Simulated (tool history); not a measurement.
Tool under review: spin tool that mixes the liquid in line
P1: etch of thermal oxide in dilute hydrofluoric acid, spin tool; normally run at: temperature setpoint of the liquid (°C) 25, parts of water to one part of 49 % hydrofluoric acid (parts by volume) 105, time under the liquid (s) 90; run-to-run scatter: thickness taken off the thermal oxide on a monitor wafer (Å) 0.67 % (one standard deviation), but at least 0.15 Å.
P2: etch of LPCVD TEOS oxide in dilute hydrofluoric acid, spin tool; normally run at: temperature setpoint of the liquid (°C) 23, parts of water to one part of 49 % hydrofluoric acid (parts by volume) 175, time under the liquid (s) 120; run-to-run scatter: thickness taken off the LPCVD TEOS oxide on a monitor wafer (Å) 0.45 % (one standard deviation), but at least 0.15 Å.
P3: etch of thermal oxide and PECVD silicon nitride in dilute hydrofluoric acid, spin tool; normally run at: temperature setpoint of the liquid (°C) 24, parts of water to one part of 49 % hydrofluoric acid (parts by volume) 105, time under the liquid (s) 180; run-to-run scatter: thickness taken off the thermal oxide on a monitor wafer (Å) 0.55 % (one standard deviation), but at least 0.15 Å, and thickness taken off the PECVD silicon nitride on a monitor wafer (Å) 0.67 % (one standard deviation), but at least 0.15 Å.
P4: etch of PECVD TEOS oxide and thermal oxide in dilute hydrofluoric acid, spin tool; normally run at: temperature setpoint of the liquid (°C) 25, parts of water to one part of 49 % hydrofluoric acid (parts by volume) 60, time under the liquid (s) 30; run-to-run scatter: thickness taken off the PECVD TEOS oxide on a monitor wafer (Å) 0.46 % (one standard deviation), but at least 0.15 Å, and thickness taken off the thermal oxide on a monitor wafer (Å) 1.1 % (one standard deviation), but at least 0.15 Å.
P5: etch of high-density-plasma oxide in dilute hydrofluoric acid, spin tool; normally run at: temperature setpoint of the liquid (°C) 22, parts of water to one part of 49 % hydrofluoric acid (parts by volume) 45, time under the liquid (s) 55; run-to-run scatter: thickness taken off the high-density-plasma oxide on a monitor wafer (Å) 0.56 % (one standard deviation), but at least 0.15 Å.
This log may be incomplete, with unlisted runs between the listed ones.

run,hour,process that ran,temperature setpoint of the liquid (°C),parts of water to one part of 49 % hydrofluoric acid (parts by volume),time under the liquid (s),thickness taken off the thermal oxide on a monitor wafer (Å),thickness taken off the PECVD TEOS oxide on a monitor wafer (Å),thickness taken off the LPCVD TEOS oxide on a monitor wafer (Å),thickness taken off the PECVD silicon nitride on a monitor wafer (Å),thickness taken off the high-density-plasma oxide on a monitor wafer (Å)
1,14.8,P1,25,105,90,40.424,,,,
2,23.5,P1,33,105,90,54.413,,,,
3,32.4,P4,17,60,30,18.15,101.85,,,
4,39.2,P1,25,25,90,187.28,,,,
5,53.2,P1,19,105,90,32.068,,,,
6,61.4,P4,25,60,30,25.324,142.87,,,
7,69.5,P1,31.5,105,20,11.439,,,,
8,77.6,P2,23,175,120,,,275.95,,
9,87.9,P1,25,185,90,20.318,,,,
10,95.6,P1,25,45,15,17.006,,,,
11,107.9,P2,23,45,120,,,1261.8,,
12,120.6,P4,25,60,15,12.852,71.642,,,
13,133.4,P1,25,105,90,40.178,,,,
14,143.2,P1,25,105,90,40.244,,,,
15,152.7,P3,17,105,180,60.618,,,25.633,
16,165.2,P3,24,105,340,153.4,,,78.237,
17,179.2,P5,28,45,55,,,,,123.61
18,188.2,P3,24,105,180,81.69,,,41.178,
19,203.7,P1,25,105,160,72.081,,,,
20,213.8,P2,23,175,25,,,57.621,,
21,220.6,P4,25,20,30,79.359,452.73,,,
22,227.5,P5,22,45,95,,,,,162.73
23,235.3,P1,25,105,90,40.374,,,,
24,242.9,P5,22,45,55,,,,,94.706
25,254,P4,25,60,30,25.074,143.11,,,
26,266.5,P3,24,165,180,47.861,,,26.795,
27,279.6,P5,22,75,55,,,,,55.42
28,290.5,P2,28.5,175,120,,,339.71,,
# hour 298.9: thermometer replaced
29,304.6,P1,25,105,35,15.749,,,,
30,312.8,P5,22,45,55,,,,,95.915
31,324.4,P1,25,105,90,40.115,,,,
32,337,P1,25,105,90,40.499,,,,
33,350.5,P1,25,105,90,40.638,,,,
34,364.4,P1,25,105,90,38.599,,,,
35,374.3,P1,25,105,90,37.981,,,,
36,382.6,P1,25,105,90,37.639,,,,
37,392.1,P1,25,105,90,37.493,,,,
38,405.2,P1,25,105,90,36.689,,,,
39,415.9,P1,25,105,90,36.723,,,,
40,423.2,P1,25,105,90,36.793,,,,
41,432.1,P1,25,105,90,36.875,,,,

The output of P1 has drifted from where it used to be. Each of the 2 causes below, taken at the size shown beside it, accounts for the log equally well:
A: liquid colder than its thermometer reads (K) = 2.21
B: hydrofluoric acid flow below the setpoint (%) = 7.4
The process output started creeping at around hour 350.5.

Which of the 4 check runs listed below separates the causes, so that each cause would produce a clearly different result? Each run uses one wafer, and its results are marked with question marks.
check 1,441,P5,27,45,55,,,,,?
check 2,441,P2,27.5,55,120,,,?,,
check 3,441,P3,17.5,105,180,?,,,?,
check 4,441,P4,19.5,60,30,?,?,,,

How each check would come out, cause by cause:
check,result,if A,if B
check 1,thickness taken off the high-density-plasma oxide on a monitor wafer (Å),107.34,108.19
check 2,thickness taken off the LPCVD TEOS oxide on a monitor wafer (Å),1113.5,1119.7
check 3,thickness taken off the thermal oxide on a monitor wafer (Å),56.511,56.959
check 3,thickness taken off the PECVD silicon nitride on a monitor wafer (Å),22.849,24.757
check 4,thickness taken off the thermal oxide on a monitor wafer (Å),18.234,18.455
check 4,thickness taken off the PECVD TEOS oxide on a monitor wafer (Å),103.54,104.8
Distance between the nearest two causes, measured in the result of the check that separates them most: check 1 0.79 %; check 2 0.56 %; check 3 8.02 %; check 4 1.2 %
Of the check runs offered, only check 3 discriminates between the causes; the rest would read about the same regardless of which cause applies.

The results of check 3 are: thickness taken off the thermal oxide on a monitor wafer (Å) 56.85; thickness taken off the PECVD silicon nitride on a monitor wafer (Å) 24.506. Based on these, which of the listed causes is it?

It is B: hydrofluoric acid flow below the setpoint (%).
